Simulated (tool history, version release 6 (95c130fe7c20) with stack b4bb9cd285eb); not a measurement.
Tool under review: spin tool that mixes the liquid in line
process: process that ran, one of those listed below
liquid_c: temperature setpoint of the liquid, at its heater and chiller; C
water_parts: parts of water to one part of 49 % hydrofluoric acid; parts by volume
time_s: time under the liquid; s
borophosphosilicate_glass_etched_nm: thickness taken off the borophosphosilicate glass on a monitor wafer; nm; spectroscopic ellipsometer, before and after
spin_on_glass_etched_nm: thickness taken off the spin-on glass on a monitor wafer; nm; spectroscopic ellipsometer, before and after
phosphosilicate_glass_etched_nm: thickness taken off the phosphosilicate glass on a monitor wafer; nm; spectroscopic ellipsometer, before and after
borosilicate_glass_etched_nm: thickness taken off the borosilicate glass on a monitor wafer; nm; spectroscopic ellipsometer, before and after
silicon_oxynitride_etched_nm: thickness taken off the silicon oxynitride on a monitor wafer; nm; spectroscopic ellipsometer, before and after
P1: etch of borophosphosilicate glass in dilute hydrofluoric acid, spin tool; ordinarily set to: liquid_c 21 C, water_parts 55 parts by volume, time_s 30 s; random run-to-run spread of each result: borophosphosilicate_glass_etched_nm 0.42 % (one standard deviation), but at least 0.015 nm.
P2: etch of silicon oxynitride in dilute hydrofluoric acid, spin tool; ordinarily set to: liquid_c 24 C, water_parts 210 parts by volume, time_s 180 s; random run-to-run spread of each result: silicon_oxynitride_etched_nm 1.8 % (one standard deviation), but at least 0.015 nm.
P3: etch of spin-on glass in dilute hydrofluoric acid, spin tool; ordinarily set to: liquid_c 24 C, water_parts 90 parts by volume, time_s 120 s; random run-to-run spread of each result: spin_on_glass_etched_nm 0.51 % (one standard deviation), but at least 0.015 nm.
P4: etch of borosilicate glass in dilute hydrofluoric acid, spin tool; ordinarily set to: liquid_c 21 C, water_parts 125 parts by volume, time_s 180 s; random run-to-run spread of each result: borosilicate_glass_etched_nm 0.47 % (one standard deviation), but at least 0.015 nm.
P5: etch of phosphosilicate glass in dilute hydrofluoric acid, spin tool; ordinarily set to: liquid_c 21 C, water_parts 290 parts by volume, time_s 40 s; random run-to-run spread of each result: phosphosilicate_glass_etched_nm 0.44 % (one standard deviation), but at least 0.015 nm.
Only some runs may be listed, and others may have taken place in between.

run	hour	process	liquid_c	water_parts	time_s	hours since the thermometer was replaced	hours since the hydrofluoric acid flow meter was replaced	borophosphosilicate_glass_etched_nm	spin_on_glass_etched_nm	phosphosilicate_glass_etched_nm	borosilicate_glass_etched_nm	silicon_oxynitride_etched_nm
1	9	P1	21	55	30	508.6	232.2	23.185				
2	19.5	P1	21	55	55	519.1	242.7	42.526				
3	30.3	P1	21	55	30	529.9	253.5	23.156				
4	36.4	P3	24	90	120	536	259.6		34.763			
5	45.6	P3	24	90	170	545.2	268.8		49.352			
6	54.7	P1	21	55	30	554.3	277.9	23.247				
7	60.4	P1	21	20	30	560	283.6	66.707				
8	70.4	P5	28.5	290	40	570	293.6			26.121		
9	78.2	P3	24	20	120	577.8	301.4		172.27			
10	87	P4	21	125	180	586.6	310.2				37.142	
11	94.3	P5	21	445	40	593.9	317.5			11.454		
12	102.2	P2	24	210	80	601.8	325.4					0.5734
13	111.1	P1	21	55	15	610.7	334.3	11.581				
14	121.2	P4	21	125	265	620.8	344.4				54.836	
15	129	P2	24	50	180	628.6	352.2					5.7732
16	135.3	P5	21	290	40	634.9	358.5			19.945		
# hour 137.4: hydrofluoric acid flow meter replaced
17	145	P2	30.5	210	180	644.6	7.6					1.555
18	153.1	P1	21	55	30	652.7	15.7	23.253				
19	158.9	P4	25.5	125	180	658.5	21.5				44.661	
20	165.2	P1	21	80	30	664.8	27.8	15.424				
# hour 169.6: thermometer replaced
21	174.9	P3	27.5	90	120	5.4	37.5		40.199			
22	184.5	P4	21	45	180	15	47.1				114.86	
23	193.6	P1	17	55	30	24.1	56.2	19.756				
24	201.5	P1	25	75	30	32	64.1	19.413				
25	209.8	P3	24	90	120	40.3	72.4		34.506			
26	218.6	P2	24	210	180	49.1	81.2					1.2184
27	226.2	P1	27.5	55	30	56.7	88.8	30.094				
28	236.5	P5	21	290	15	67	99.1			7.4692		
29	241.4	P1	21	55	30	71.9	104	23.13				
30	247.1	P1	21	55	30	77.6	109.7	23.853				

The next listed run, before its measurement:
31	253.6	P1	21	55	30	84.1	116.2	?				

{"run 31": {"borophosphosilicate_glass_etched_nm": 24.373}}
